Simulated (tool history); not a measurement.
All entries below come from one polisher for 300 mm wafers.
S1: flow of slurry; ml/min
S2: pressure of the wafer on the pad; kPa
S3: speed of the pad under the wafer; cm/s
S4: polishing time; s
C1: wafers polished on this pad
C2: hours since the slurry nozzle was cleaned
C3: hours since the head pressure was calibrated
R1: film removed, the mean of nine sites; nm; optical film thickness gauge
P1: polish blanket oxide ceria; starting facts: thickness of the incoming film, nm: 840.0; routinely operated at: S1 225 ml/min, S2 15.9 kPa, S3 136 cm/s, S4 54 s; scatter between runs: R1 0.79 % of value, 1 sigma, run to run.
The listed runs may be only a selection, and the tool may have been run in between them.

| run | hour | S1 | S2 | S3 | S4 | C1 | C2 | C3 | R1 |
|---|---|---|---|---|---|---|---|---|---|
| 1 | 5.0 | 225 | 15.9 | 136 | 54 | 597 | 392.5 | 393.9 | 197.360 |
| 2 | 10.3 | 225 | 15.9 | 62 | 54 | 632 | 397.8 | 399.2 | 88.654 |
| 3 | 13.3 | 225 | 15.9 | 136 | 54 | 652 | 400.8 | 402.2 | 195.380 |
| 4 | 16.0 | 135 | 15.9 | 136 | 77 | 669 | 403.5 | 404.9 | 258.340 |
| 5 | 19.5 | 225 | 15.9 | 136 | 54 | 692 | 407.0 | 408.4 | 195.110 |
| 6 | 24.3 | 225 | 15.9 | 136 | 54 | 724 | 411.8 | 413.2 | 197.140 |
| 7 | 29.1 | 225 | 15.9 | 136 | 81 | 756 | 416.6 | 418.0 | 296.370 |
| 8 | 32.4 | 225 | 24.1 | 136 | 54 | 778 | 419.9 | 421.3 | 302.520 |
| 9 | 36.9 | 225 | 24.1 | 136 | 75 | 807 | 424.4 | 425.8 | 414.860 |
| 10 | 41.9 | 225 | 15.9 | 136 | 54 | 840 | 429.4 | 430.8 | 197.030 |
| 11 | 45.8 | 135 | 15.9 | 136 | 54 | 866 | 433.3 | 434.7 | 180.760 |
| 12 | 50.0 | 225 | 15.9 | 136 | 27 | 894 | 437.5 | 438.9 | 99.811 |
| 13 | 53.2 | 225 | 15.9 | 136 | 54 | 915 | 440.7 | 442.1 | 196.640 |
| 14 | 57.0 | 225 | 6.9 | 136 | 54 | 940 | 444.5 | 445.9 | 85.168 |
|  | 57.3 | slurry nozzle cleaned |
| 15 | 61.6 | 350 | 15.9 | 136 | 54 | 970 | 4.3 | 450.5 | 204.280 |
| 16 | 67.3 | 225 | 15.9 | 212 | 54 | 1008 | 10.0 | 456.2 | 303.950 |
| 17 | 72.4 | 225 | 15.9 | 136 | 54 | 1041 | 15.1 | 461.3 | 196.190 |
| 18 | 78.4 | 225 | 15.9 | 136 | 54 | 1081 | 21.1 | 467.3 | 191.720 |
| 19 | 82.5 | 225 | 15.9 | 136 | 54 | 1108 | 25.2 | 471.4 | 189.970 |
| 20 | 87.1 | 225 | 15.9 | 136 | 54 | 1138 | 29.8 | 476.0 | 187.170 |
| 21 | 91.1 | 225 | 15.9 | 136 | 54 | 1165 | 33.8 | 480.0 | 185.700 |
|  | 93.9 | worn pad replaced by a new one |
| 22 | 96.7 | 225 | 15.9 | 136 | 54 | 18 | 39.4 | 485.6 | 186.970 |
| 23 | 100.1 | 225 | 15.9 | 136 | 54 | 40 | 42.8 | 489.0 | 186.980 |
| 24 | 103.4 | 225 | 15.9 | 136 | 54 | 62 | 46.1 | 492.3 | 187.730 |
| 25 | 109.0 | 225 | 15.9 | 136 | 54 | 99 | 51.7 | 497.9 | 186.240 |

P1 no longer gives what it gave before; its output has crept away from where it was. The following 2 causes, each at its listed size, fit the log equally well:
A: head's pressure below its setpoint, % = 5.32
B: slurry flow missing at the pad, % = 31.8
At approximately hour 72.4, the process output began to creep.
Excluded causes, each with its reason:
removal rate lost through wear of the pad, %: serviced at hour 93.9, after the change had begun; the process did not return to its earlier output

Consider the 4 check runs below, whose results appear as question marks and each of which averages 3 wafers. Which one distinguishes the causes, in that each cause would give it a clearly different result?
| check 1 | 114.6 | 225 | 24.1 | 200 | 54 |  |  |  | ? |
| check 2 | 114.6 | 135 | 15.9 | 64 | 54 |  |  |  | ? |
| check 3 | 114.6 | 225 | 7.6 | 68 | 54 |  |  |  | ? |
| check 4 | 114.6 | 225 | 7.6 | 200 | 54 |  |  |  | ? |

Check results expected under each cause:
| check | result | if A | if B |
|---|---|---|---|
| check 1 | R1 | 416.530 | 416.560 |
| check 2 | R1 | 81.047 | 78.461 |
| check 3 | R1 | 44.509 | 44.513 |
| check 4 | R1 | 130.910 | 130.920 |
Per-check spread between the two closest causes, in the result where they differ most: check 1 0.01 %; check 2 3.24 %; check 3 0.01 %; check 4 0.01 %
The causes can be told apart only by check 2. The other checks would give nearly the same results under each of them.

Running check 2 produced the following: R1 81.406 nm. Which one of the listed causes fits?

The cause is A: head's pressure below its setpoint, %.
